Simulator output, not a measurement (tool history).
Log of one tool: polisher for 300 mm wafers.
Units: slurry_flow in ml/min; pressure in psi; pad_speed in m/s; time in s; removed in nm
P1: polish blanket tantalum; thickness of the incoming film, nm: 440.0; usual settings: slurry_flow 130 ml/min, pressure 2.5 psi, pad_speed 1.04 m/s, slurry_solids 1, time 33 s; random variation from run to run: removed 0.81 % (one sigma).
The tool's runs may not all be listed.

run,hour,slurry_flow,pressure,pad_speed,slurry_solids,time,wafers polished on this pad,hours since the slurry nozzle was cleaned,hours since the head pressure was calibrated,hours since the slurry blender was calibrated,removed
1,10.1,130,2.5,1.04,1,33,840,202.3,593.7,100.6,80.346
2,22.3,130,2.5,1.04,1,33,977,214.5,605.9,112.8,80.745
3,30.8,130,2.5,1.04,1,15,1073,223,614.4,121.3,36.54
4,41.7,130,1.9,0.74,1,33,1195,233.9,625.3,132.2,43.975
5,50.8,130,3.6,1.04,1,33,1297,243,634.4,141.3,115.68
# hour 52.9: slurry nozzle cleaned
6,64.2,130,2.5,1.04,1,33,1448,11.3,647.8,154.7,80.63
7,78.5,95,2.5,1.04,1,33,1608,25.6,662.1,169,75.703
8,86.3,130,2.5,1.04,1.5,33,1696,33.4,669.9,176.8,88.597
9,100.5,200,1.2,1.04,1,33,1855,47.6,684.1,191,41.634
10,115,130,2.5,0.46,1,33,2018,62.1,698.6,205.5,35.903
11,123.2,130,2.5,1.52,1,33,2110,70.3,706.8,213.7,117.84
12,136.6,130,2.5,1.04,1,47,2260,83.7,720.2,227.1,114.32
13,147.6,130,2.5,1.04,1,33,2384,94.7,731.2,238.1,80.791
14,160.9,130,2.5,1.04,1,33,2533,108,744.5,251.4,80.131
15,172.9,130,2.5,0.66,1,22,2668,120,756.5,263.4,33.849
16,185,130,2.5,1.04,0.75,33,2804,132.1,768.6,275.5,74.036
17,194.6,130,2.5,1.04,1,33,2911,141.7,778.2,285.1,80.469
18,202.9,205,2.5,1.04,1,33,3004,150,786.5,293.4,86.445
19,215.9,130,1.4,1.04,1,33,3150,163,799.5,306.4,45.188
20,223.5,130,2.5,1.04,1,33,3236,170.6,807.1,314,81.093
21,230.2,130,2.5,1.04,1,33,3311,177.3,813.8,320.7,80.744
22,236.6,130,2.5,1.04,1,33,3383,183.7,820.2,327.1,79.396
23,246.1,130,2.5,1.04,1,33,3489,193.2,829.7,336.6,77.52
24,253.5,130,2.5,1.04,1,33,3572,200.6,837.1,344,75.31
25,262.2,130,2.5,1.04,1,33,3670,209.3,845.8,352.7,76.022
26,272.7,130,2.5,1.04,1,33,3788,219.8,856.3,363.2,73.642
# hour 273.3: worn pad replaced by a new one
# hour 283.5: slurry blender recalibrated
27,284.3,130,2.5,1.04,1,33,124,231.4,867.9,0.9,72.869
28,295.9,130,2.5,1.04,1,33,254,243,879.5,12.5,72.604
29,304.2,130,2.5,1.04,1,33,347,251.3,887.8,20.8,72.723
30,315.7,130,2.5,1.04,1,33,476,262.8,899.3,32.3,73.277
31,325.6,130,2.5,1.04,1,33,587,272.7,909.2,42.2,72.312
32,337.4,130,2.5,1.04,1,33,720,284.5,921,54,72.648

What P1 gives has crept away from where it was. These 2 causes fit the log equally well, each at the size given:
A: head's pressure below its setpoint, % = 10.8
B: slurry flow missing at the pad, % = 37.2
The creep began at about hour 230.2.
Why every other cause is out:
removal rate lost through wear of the pad, %: serviced at hour 273.3, which brought nothing back
abrasive missing from the slurry, %: serviced at hour 283.5, which brought nothing back

4 check runs are offered, each on 5 wafers whose results are averaged, their results left as question marks. Which one tells the causes apart?
check 1,349.2,185,2.5,1.04,1,15,,,,,?
check 2,349.2,130,3.1,1.34,1,33,,,,,?
check 3,349.2,130,2.5,1.3,1,33,,,,,?
check 4,349.2,130,2.5,1.04,1.35,33,,,,,?

What each check would give under each cause:
check,result,if A,if B
check 1,removed,34.754,35.86
check 2,removed,115.09,115.12
check 3,removed,90.046,90.064
check 4,removed,77.8,77.816
How far apart the two closest causes lie, in the result that separates them most: check 1 3.13 %; check 2 0.02 %; check 3 0.02 %; check 4 0.02 %
Check 1 tells the causes apart: in the others they would give nearly the same result.

Then check 1 was run and gave: removed 34.709 nm. Which cause is it?

It is A: head's pressure below its setpoint, %.
